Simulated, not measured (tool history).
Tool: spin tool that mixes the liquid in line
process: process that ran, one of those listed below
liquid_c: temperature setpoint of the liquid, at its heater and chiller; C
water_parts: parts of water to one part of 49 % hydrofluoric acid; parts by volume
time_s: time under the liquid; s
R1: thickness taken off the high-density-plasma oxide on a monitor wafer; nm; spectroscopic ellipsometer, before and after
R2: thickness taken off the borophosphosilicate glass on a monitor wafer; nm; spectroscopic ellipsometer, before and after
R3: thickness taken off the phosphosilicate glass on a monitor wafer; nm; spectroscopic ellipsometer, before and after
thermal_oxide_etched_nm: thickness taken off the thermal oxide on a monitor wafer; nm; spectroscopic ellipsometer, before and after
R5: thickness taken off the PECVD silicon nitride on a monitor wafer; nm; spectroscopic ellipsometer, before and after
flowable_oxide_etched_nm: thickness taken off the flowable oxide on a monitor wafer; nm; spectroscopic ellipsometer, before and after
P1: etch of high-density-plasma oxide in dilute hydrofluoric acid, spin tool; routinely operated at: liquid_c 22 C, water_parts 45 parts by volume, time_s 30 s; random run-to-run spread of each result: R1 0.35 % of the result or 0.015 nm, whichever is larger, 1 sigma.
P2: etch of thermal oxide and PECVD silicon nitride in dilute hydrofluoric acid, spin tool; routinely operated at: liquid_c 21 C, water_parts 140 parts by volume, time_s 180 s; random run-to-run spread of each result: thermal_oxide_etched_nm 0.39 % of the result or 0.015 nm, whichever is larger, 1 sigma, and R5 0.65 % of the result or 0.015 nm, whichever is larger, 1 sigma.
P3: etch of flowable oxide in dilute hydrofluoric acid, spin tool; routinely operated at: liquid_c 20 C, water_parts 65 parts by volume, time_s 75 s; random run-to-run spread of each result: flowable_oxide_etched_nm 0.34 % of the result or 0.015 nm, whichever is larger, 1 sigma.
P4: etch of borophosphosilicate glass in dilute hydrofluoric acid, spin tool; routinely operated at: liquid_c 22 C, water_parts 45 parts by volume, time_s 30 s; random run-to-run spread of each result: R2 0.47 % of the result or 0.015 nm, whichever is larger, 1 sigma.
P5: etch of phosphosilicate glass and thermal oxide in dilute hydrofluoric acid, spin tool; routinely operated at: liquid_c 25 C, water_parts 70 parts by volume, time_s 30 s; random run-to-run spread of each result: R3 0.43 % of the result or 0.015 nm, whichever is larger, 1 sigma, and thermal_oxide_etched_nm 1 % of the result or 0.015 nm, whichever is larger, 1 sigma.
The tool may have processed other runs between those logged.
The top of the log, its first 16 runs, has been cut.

{"run": 17, "day": 10.125, "process": "P5", "liquid_c": 17, "water_parts": 70, "time_s": 30, "R3": 66.553, "thermal_oxide_etched_nm": 1.5208}
{"run": 18, "day": 10.608, "process": "P2", "liquid_c": 21, "water_parts": 140, "time_s": 345, "thermal_oxide_etched_nm": 9.9527, "R5": 9.297}
{"run": 19, "day": 11.075, "process": "P4", "liquid_c": 22, "water_parts": 65, "time_s": 30, "R2": 16.802}
{"run": 20, "day": 11.583, "process": "P5", "liquid_c": 25, "water_parts": 70, "time_s": 15, "R3": 46.36, "thermal_oxide_etched_nm": 1.0727}
{"run": 21, "day": 12.267, "process": "P1", "liquid_c": 22, "water_parts": 45, "time_s": 30, "R1": 6.6336}
{"run": 22, "day": 12.688, "process": "P3", "liquid_c": 17, "water_parts": 65, "time_s": 75, "flowable_oxide_etched_nm": 42.376}
{"run": 23, "day": 13.412, "process": "P1", "liquid_c": 27.5, "water_parts": 25, "time_s": 30, "R1": 15.469}
{"run": 24, "day": 13.938, "process": "P2", "liquid_c": 17, "water_parts": 140, "time_s": 180, "thermal_oxide_etched_nm": 4.4164, "R5": 3.6717}
{"run": 25, "day": 14.696, "process": "P2", "liquid_c": 21, "water_parts": 140, "time_s": 180, "thermal_oxide_etched_nm": 5.1834, "R5": 4.8334}
{"run": 26, "day": 15.146, "process": "P4", "liquid_c": 22, "water_parts": 45, "time_s": 15, "R2": 12.594}
{"run": 27, "day": 15.55, "process": "P5", "liquid_c": 25, "water_parts": 105, "time_s": 30, "R3": 59.014, "thermal_oxide_etched_nm": 1.3903}
{"run": 28, "day": 16.296, "process": "P1", "liquid_c": 17, "water_parts": 45, "time_s": 30, "R1": 5.3633}
{"run": 29, "day": 16.971, "process": "P1", "liquid_c": 22, "water_parts": 45, "time_s": 30, "R1": 6.6755}
{"run": 30, "day": 17.704, "process": "P1", "liquid_c": 22, "water_parts": 45, "time_s": 15, "R1": 3.3296}
{"run": 31, "day": 18.133, "process": "P4", "liquid_c": 22, "water_parts": 45, "time_s": 30, "R2": 24.866}

What does the tool deliver on the next run?
{"run": 32, "day": 18.704, "process": "P1", "liquid_c": 22, "water_parts": 45, "time_s": 45, "R1": "?"}

{"run 32": {"R1": 10.038}}
